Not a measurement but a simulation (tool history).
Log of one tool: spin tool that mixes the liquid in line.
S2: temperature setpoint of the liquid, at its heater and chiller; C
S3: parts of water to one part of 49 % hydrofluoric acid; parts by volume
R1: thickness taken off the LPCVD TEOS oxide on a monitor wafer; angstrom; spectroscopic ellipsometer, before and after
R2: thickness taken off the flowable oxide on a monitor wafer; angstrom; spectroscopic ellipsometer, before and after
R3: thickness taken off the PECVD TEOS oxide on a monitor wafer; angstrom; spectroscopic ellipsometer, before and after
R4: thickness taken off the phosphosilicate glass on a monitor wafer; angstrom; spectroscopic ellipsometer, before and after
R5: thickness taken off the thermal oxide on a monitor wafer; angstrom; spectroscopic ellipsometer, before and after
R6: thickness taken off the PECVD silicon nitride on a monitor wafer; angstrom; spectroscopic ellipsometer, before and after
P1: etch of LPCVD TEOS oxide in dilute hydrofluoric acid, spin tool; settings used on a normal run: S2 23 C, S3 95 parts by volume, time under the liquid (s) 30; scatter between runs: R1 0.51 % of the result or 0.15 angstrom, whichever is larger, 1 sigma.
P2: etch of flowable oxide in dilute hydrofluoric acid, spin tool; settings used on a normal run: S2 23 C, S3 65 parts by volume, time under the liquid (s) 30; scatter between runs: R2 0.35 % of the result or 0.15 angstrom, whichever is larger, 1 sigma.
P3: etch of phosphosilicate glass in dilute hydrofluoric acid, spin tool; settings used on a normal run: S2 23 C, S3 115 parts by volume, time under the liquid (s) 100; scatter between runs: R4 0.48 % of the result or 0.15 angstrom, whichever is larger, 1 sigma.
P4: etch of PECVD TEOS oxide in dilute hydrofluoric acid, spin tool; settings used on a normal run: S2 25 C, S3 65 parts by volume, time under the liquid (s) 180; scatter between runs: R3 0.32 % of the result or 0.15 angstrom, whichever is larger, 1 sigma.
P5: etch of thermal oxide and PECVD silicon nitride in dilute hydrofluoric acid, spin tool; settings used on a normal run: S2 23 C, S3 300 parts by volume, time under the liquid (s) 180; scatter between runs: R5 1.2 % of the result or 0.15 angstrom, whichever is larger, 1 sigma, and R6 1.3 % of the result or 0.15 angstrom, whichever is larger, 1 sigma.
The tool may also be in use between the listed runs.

{"run": 1, "hour": 8.3, "process that ran": "P1", "S2": 23, "S3": 95, "time under the liquid (s)": 30, "R1": 170.38}
{"run": 2, "hour": 20.5, "process that ran": "P2", "S2": 23, "S3": 65, "time under the liquid (s)": 60, "R2": 369.35}
{"run": 3, "hour": 32.1, "process that ran": "P1", "S2": 23, "S3": 95, "time under the liquid (s)": 45, "R1": 252.94}
{"run": 4, "hour": 38.5, "process that ran": "P4", "S2": 25, "S3": 65, "time under the liquid (s)": 180, "R3": 260.25}
{"run": 5, "hour": 48.1, "process that ran": "P3", "S2": 27, "S3": 115, "time under the liquid (s)": 100, "R4": 603.89}
{"run": 6, "hour": 58.5, "process that ran": "P2", "S2": 31, "S3": 65, "time under the liquid (s)": 30, "R2": 253.24}
{"run": 7, "hour": 67.9, "process that ran": "P3", "S2": 23, "S3": 40, "time under the liquid (s)": 100, "R4": 1620.3}
{"run": 8, "hour": 74.8, "process that ran": "P4", "S2": 25, "S3": 65, "time under the liquid (s)": 180, "R3": 260.48}
{"run": 9, "hour": 84.1, "process that ran": "P2", "S2": 23, "S3": 110, "time under the liquid (s)": 30, "R2": 102.58}
{"run": 10, "hour": 94.7, "process that ran": "P4", "S2": 25, "S3": 65, "time under the liquid (s)": 15, "R3": 21.907}
{"run": 11, "hour": 102.0, "process that ran": "P1", "S2": 23, "S3": 95, "time under the liquid (s)": 15, "R1": 84.932}
{"run": 12, "hour": 108.5, "process that ran": "P1", "S2": 23, "S3": 95, "time under the liquid (s)": 30, "R1": 170.29}
{"run": 13, "hour": 117.1, "process that ran": "P3", "S2": 23, "S3": 115, "time under the liquid (s)": 15, "R4": 77.181}
{"run": 14, "hour": 128.7, "process that ran": "P5", "S2": 23, "S3": 300, "time under the liquid (s)": 355, "R5": 40.777, "R6": 36.933}
{"run": 15, "hour": 134.2, "process that ran": "P1", "S2": 23, "S3": 30, "time under the liquid (s)": 50, "R1": 972.09}
{"run": 16, "hour": 146.2, "process that ran": "P5", "S2": 30, "S3": 300, "time under the liquid (s)": 180, "R5": 26.305, "R6": 28.772}
{"run": 17, "hour": 154.5, "process that ran": "P1", "S2": 23, "S3": 95, "time under the liquid (s)": 30, "R1": 170.96}
{"run": 18, "hour": 165.3, "process that ran": "P5", "S2": 23, "S3": 170, "time under the liquid (s)": 180, "R5": 41.453, "R6": 33.952}
{"run": 19, "hour": 173.7, "process that ran": "P1", "S2": 23, "S3": 95, "time under the liquid (s)": 30, "R1": 172.01}
{"run": 20, "hour": 184.6, "process that ran": "P1", "S2": 23, "S3": 135, "time under the liquid (s)": 30, "R1": 113.96}
{"hour": 188.3, "done": "thermometer replaced"}
{"run": 21, "hour": 194.6, "process that ran": "P5", "S2": 23, "S3": 300, "time under the liquid (s)": 180, "R5": 20.533, "R6": 19.469}
{"run": 22, "hour": 200.8, "process that ran": "P5", "S2": 23, "S3": 300, "time under the liquid (s)": 180, "R5": 20.682, "R6": 18.953}
{"run": 23, "hour": 211.4, "process that ran": "P3", "S2": 23, "S3": 115, "time under the liquid (s)": 100, "R4": 518.32}
{"run": 24, "hour": 218.2, "process that ran": "P1", "S2": 18, "S3": 95, "time under the liquid (s)": 30, "R1": 139.09}
{"run": 25, "hour": 225.7, "process that ran": "P1", "S2": 19, "S3": 95, "time under the liquid (s)": 55, "R1": 262.65}
{"run": 26, "hour": 234.1, "process that ran": "P4", "S2": 25, "S3": 105, "time under the liquid (s)": 180, "R3": 153.03}
{"run": 27, "hour": 242.9, "process that ran": "P2", "S2": 23, "S3": 65, "time under the liquid (s)": 30, "R2": 184.31}
{"run": 28, "hour": 250.4, "process that ran": "P1", "S2": 23, "S3": 95, "time under the liquid (s)": 30, "R1": 169.94}
{"run": 29, "hour": 259.9, "process that ran": "P4", "S2": 29, "S3": 65, "time under the liquid (s)": 180, "R3": 307.8}
{"run": 30, "hour": 265.4, "process that ran": "P1", "S2": 31, "S3": 95, "time under the liquid (s)": 30, "R1": 231.41}
{"run": 31, "hour": 276.3, "process that ran": "P1", "S2": 23, "S3": 35, "time under the liquid (s)": 30, "R1": 500.83}

Run 32 comes next. What will it give?
{"run": 32, "hour": 285.6, "process that ran": "P1", "S2": 23, "S3": 95, "time under the liquid (s)": 30, "R1": "?"}

Run 32 yielded R1 170.750 angstrom.
